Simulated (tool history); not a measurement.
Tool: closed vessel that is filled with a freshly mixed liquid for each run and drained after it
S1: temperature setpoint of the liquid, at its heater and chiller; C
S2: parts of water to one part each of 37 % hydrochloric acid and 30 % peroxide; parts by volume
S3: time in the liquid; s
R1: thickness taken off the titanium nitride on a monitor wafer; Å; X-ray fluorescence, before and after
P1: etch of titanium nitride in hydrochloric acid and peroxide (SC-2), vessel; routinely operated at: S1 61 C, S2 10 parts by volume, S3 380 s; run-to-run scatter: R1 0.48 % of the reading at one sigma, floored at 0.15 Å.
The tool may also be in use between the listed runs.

Run 1, day 0.446: S1 61 C, S2 10 parts by volume, S3 380 s. Result: R1 143.37 Å.
Run 2, day 0.912: S1 61 C, S2 10 parts by volume, S3 380 s. Result: R1 144 Å.
Run 3, day 1.4: S1 61 C, S2 10 parts by volume, S3 380 s. Result: R1 146.3 Å.
Run 4, day 1.688: S1 45.5 C, S2 10 parts by volume, S3 380 s. Result: R1 52.376 Å.
Run 5, day 1.904: S1 61 C, S2 10 parts by volume, S3 380 s. Result: R1 145.32 Å.
Run 6, day 2.217: S1 61 C, S2 10 parts by volume, S3 90 s. Result: R1 34.408 Å.
Run 7, day 2.429: S1 72 C, S2 10 parts by volume, S3 380 s. Result: R1 281.18 Å.
Run 8, day 2.912: S1 61 C, S2 10 parts by volume, S3 720 s. Result: R1 270.25 Å.
Run 9, day 3.171: S1 61 C, S2 18 parts by volume, S3 380 s. Result: R1 86.171 Å.
At day 3.462: new drum of peroxide connected.
Run 10, day 3.596: S1 61 C, S2 4 parts by volume, S3 380 s. Result: R1 291.33 Å.
Run 11, day 3.854: S1 61 C, S2 10 parts by volume, S3 380 s. Result: R1 145.42 Å.
Run 12, day 4.317: S1 61 C, S2 10 parts by volume, S3 380 s. Result: R1 144.56 Å.
Run 13, day 4.6: S1 61 C, S2 5 parts by volume, S3 155 s. Result: R1 101.04 Å.
Run 14, day 4.829: S1 61 C, S2 10 parts by volume, S3 380 s. Result: R1 144.06 Å.
Run 15, day 5.271: S1 61 C, S2 10 parts by volume, S3 380 s. Result: R1 148.69 Å.

Run 16 has not been measured yet. What should we expect?
Run 16, day 5.717: S1 61 C, S2 10 parts by volume, S3 380 s. Result: R1 ?.

Run 16 gave R1 151.94 Å.

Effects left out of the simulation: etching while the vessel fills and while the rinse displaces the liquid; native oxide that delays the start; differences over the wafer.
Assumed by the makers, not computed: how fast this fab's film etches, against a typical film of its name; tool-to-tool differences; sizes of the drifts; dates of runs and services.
